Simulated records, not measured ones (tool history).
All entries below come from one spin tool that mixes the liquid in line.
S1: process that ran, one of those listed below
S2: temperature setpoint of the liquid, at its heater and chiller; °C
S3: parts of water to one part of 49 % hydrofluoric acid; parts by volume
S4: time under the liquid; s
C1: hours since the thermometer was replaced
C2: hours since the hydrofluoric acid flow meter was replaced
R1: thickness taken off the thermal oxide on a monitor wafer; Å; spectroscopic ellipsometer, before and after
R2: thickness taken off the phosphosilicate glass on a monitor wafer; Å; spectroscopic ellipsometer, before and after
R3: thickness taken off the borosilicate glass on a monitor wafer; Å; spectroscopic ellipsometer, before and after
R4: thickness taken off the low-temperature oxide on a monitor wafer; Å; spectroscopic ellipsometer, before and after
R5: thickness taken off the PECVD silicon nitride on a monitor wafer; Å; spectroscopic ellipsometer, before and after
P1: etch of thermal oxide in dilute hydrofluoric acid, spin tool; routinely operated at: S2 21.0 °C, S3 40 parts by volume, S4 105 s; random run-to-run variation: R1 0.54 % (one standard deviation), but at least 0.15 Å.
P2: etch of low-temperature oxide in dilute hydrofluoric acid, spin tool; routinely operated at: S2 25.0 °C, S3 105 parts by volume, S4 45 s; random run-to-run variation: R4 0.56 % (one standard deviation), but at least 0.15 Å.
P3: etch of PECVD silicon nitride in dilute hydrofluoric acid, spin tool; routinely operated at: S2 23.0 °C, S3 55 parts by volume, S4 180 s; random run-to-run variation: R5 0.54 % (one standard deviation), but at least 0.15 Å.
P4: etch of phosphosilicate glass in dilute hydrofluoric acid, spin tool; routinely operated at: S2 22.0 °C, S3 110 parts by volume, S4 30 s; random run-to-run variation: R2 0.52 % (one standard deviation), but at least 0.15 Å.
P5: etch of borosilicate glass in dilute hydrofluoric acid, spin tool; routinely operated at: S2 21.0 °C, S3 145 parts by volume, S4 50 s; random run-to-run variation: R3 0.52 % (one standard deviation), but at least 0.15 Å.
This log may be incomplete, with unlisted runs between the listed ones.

{"run": 1, "hour": 6.8, "S1": "P1", "S2": 21.0, "S3": 40, "S4": 105, "C1": 237.3, "C2": 1770.9, "R1": 125.74}
{"run": 2, "hour": 15.8, "S1": "P4", "S2": 17.0, "S3": 110, "S4": 30, "C1": 246.3, "C2": 1779.9, "R2": 216.82}
{"run": 3, "hour": 24.9, "S1": "P5", "S2": 21.0, "S3": 145, "S4": 50, "C1": 255.4, "C2": 1789.0, "R3": 109.36}
{"run": 4, "hour": 30.0, "S1": "P1", "S2": 17.0, "S3": 40, "S4": 105, "C1": 260.5, "C2": 1794.1, "R1": 105.99}
{"run": 5, "hour": 37.8, "S1": "P1", "S2": 21.0, "S3": 60, "S4": 65, "C1": 268.3, "C2": 1801.9, "R1": 51.12}
{"run": 6, "hour": 42.8, "S1": "P1", "S2": 21.0, "S3": 40, "S4": 105, "C1": 273.3, "C2": 1806.9, "R1": 126.24}
{"run": 7, "hour": 49.9, "S1": "P1", "S2": 21.0, "S3": 40, "S4": 15, "C1": 280.4, "C2": 1814.0, "R1": 18.076}
{"run": 8, "hour": 58.6, "S1": "P2", "S2": 25.0, "S3": 105, "S4": 45, "C1": 289.1, "C2": 1822.7, "R4": 110.66}
{"run": 9, "hour": 65.4, "S1": "P4", "S2": 22.0, "S3": 110, "S4": 50, "C1": 295.9, "C2": 1829.5, "R2": 445.97}
{"run": 10, "hour": 69.8, "S1": "P1", "S2": 18.0, "S3": 40, "S4": 35, "C1": 300.3, "C2": 1833.9, "R1": 37.315}
{"run": 11, "hour": 77.7, "S1": "P1", "S2": 21.0, "S3": 40, "S4": 105, "C1": 308.2, "C2": 1841.8, "R1": 124.94}
{"run": 12, "hour": 84.0, "S1": "P2", "S2": 17.5, "S3": 105, "S4": 45, "C1": 314.5, "C2": 1848.1, "R4": 81.22}
{"run": 13, "hour": 89.0, "S1": "P1", "S2": 21.0, "S3": 40, "S4": 165, "C1": 319.5, "C2": 1853.1, "R1": 198.25}
{"run": 14, "hour": 98.3, "S1": "P1", "S2": 21.0, "S3": 20, "S4": 105, "C1": 328.8, "C2": 1862.4, "R1": 257.92}
{"run": 15, "hour": 102.6, "S1": "P1", "S2": 28.5, "S3": 40, "S4": 105, "C1": 333.1, "C2": 1866.7, "R1": 171.0}
{"run": 16, "hour": 111.4, "S1": "P3", "S2": 23.0, "S3": 55, "S4": 340, "C1": 341.9, "C2": 1875.5, "R5": 126.13}
{"run": 17, "hour": 118.2, "S1": "P5", "S2": 17.0, "S3": 145, "S4": 50, "C1": 348.7, "C2": 1882.3, "R3": 93.018}
{"run": 18, "hour": 125.6, "S1": "P1", "S2": 21.0, "S3": 40, "S4": 105, "C1": 356.1, "C2": 1889.7, "R1": 126.13}
{"run": 19, "hour": 134.5, "S1": "P1", "S2": 21.0, "S3": 60, "S4": 105, "C1": 365.0, "C2": 1898.6, "R1": 82.045}
{"run": 20, "hour": 140.3, "S1": "P3", "S2": 17.0, "S3": 55, "S4": 180, "C1": 370.8, "C2": 1904.4, "R5": 43.854}
{"run": 21, "hour": 147.2, "S1": "P2", "S2": 25.0, "S3": 20, "S4": 45, "C1": 377.7, "C2": 1911.3, "R4": 648.93}
{"run": 22, "hour": 153.4, "S1": "P3", "S2": 23.0, "S3": 90, "S4": 180, "C1": 383.9, "C2": 1917.5, "R5": 41.192}
{"run": 23, "hour": 161.4, "S1": "P4", "S2": 22.0, "S3": 110, "S4": 30, "C1": 391.9, "C2": 1925.5, "R2": 266.5}
{"run": 24, "hour": 166.7, "S1": "P4", "S2": 22.0, "S3": 30, "S4": 30, "C1": 397.2, "C2": 1930.8, "R2": 1084.5}
{"hour": 168.0, "done": "hydrofluoric acid flow meter replaced"}
{"run": 25, "hour": 175.8, "S1": "P3", "S2": 23.0, "S3": 55, "S4": 180, "C1": 406.3, "C2": 7.9, "R5": 67.384}
{"run": 26, "hour": 182.4, "S1": "P2", "S2": 25.0, "S3": 105, "S4": 15, "C1": 412.9, "C2": 14.5, "R4": 36.383}
{"run": 27, "hour": 191.7, "S1": "P4", "S2": 22.0, "S3": 110, "S4": 30, "C1": 422.2, "C2": 23.8, "R2": 266.79}
{"run": 28, "hour": 197.7, "S1": "P5", "S2": 21.0, "S3": 145, "S4": 50, "C1": 428.2, "C2": 29.8, "R3": 109.63}
{"run": 29, "hour": 204.7, "S1": "P5", "S2": 21.0, "S3": 145, "S4": 25, "C1": 435.2, "C2": 36.8, "R3": 54.795}
{"run": 30, "hour": 213.3, "S1": "P5", "S2": 21.0, "S3": 55, "S4": 50, "C1": 443.8, "C2": 45.4, "R3": 322.27}
{"run": 31, "hour": 221.5, "S1": "P1", "S2": 21.0, "S3": 40, "S4": 105, "C1": 452.0, "C2": 53.6, "R1": 127.34}
{"run": 32, "hour": 229.4, "S1": "P1", "S2": 21.0, "S3": 40, "S4": 105, "C1": 459.9, "C2": 61.5, "R1": 132.02}
{"run": 33, "hour": 237.6, "S1": "P1", "S2": 21.0, "S3": 40, "S4": 105, "C1": 468.1, "C2": 69.7, "R1": 132.84}
{"run": 34, "hour": 242.5, "S1": "P1", "S2": 21.0, "S3": 40, "S4": 105, "C1": 473.0, "C2": 74.6, "R1": 133.54}
{"run": 35, "hour": 249.2, "S1": "P1", "S2": 21.0, "S3": 40, "S4": 105, "C1": 479.7, "C2": 81.3, "R1": 135.41}
{"run": 36, "hour": 255.9, "S1": "P1", "S2": 21.0, "S3": 40, "S4": 105, "C1": 486.4, "C2": 88.0, "R1": 136.12}
{"run": 37, "hour": 261.9, "S1": "P1", "S2": 21.0, "S3": 40, "S4": 105, "C1": 492.4, "C2": 94.0, "R1": 137.1}
{"run": 38, "hour": 266.1, "S1": "P1", "S2": 21.0, "S3": 40, "S4": 105, "C1": 496.6, "C2": 98.2, "R1": 137.12}
{"run": 39, "hour": 275.3, "S1": "P1", "S2": 21.0, "S3": 40, "S4": 105, "C1": 505.8, "C2": 107.4, "R1": 135.51}
{"run": 40, "hour": 281.2, "S1": "P1", "S2": 21.0, "S3": 40, "S4": 105, "C1": 511.7, "C2": 113.3, "R1": 136.5}
{"run": 41, "hour": 285.4, "S1": "P1", "S2": 21.0, "S3": 40, "S4": 105, "C1": 515.9, "C2": 117.5, "R1": 136.08}

Something has made what P1 gives creep away from where it was; the 2 causes below, each at its own stated size, fit the log equally well:
A: hydrofluoric acid flow above the setpoint (%) = 7.86
B: liquid hotter than its thermometer reads (K) = 1.89
The creep began at about hour 221.5.

Below are 4 check runs, each on a single wafer, with their results shown as question marks. Which of them would tell the listed causes apart, meaning the causes would give clearly different results under it?
{"run": "check 1", "hour": 289.6, "S1": "P3", "S2": 18.5, "S3": 55, "S4": 265, "R5": "?"}
{"run": "check 2", "hour": 289.6, "S1": "P4", "S2": 22.0, "S3": 60, "S4": 45, "R2": "?"}
{"run": "check 3", "hour": 289.6, "S1": "P5", "S2": 17.0, "S3": 90, "S4": 50, "R3": "?"}
{"run": "check 4", "hour": 289.6, "S1": "P2", "S2": 25.0, "S3": 105, "S4": 30, "R4": "?"}

How each check would come out, cause by cause:
check=check_1 result=R5 if_A=77.846 if_B=82.502
check=check_2 result=R2 if_A=847.64 if_B=844.90
check=check_3 result=R3 if_A=172.800 if_B=172.270
check=check_4 result=R4 if_A=80.025 if_B=79.072
Per-check spread between the two closest causes, in the result where they differ most: check 1 5.81 %; check 2 0.32 %; check 3 0.31 %; check 4 1.2 %
The causes can be told apart only by check 1. The other checks would give nearly the same results under each of them.

The results of check 1 are: R5 83.004 Å. Based on these, which of the listed causes is it?

It is B: liquid hotter than its thermometer reads (K).
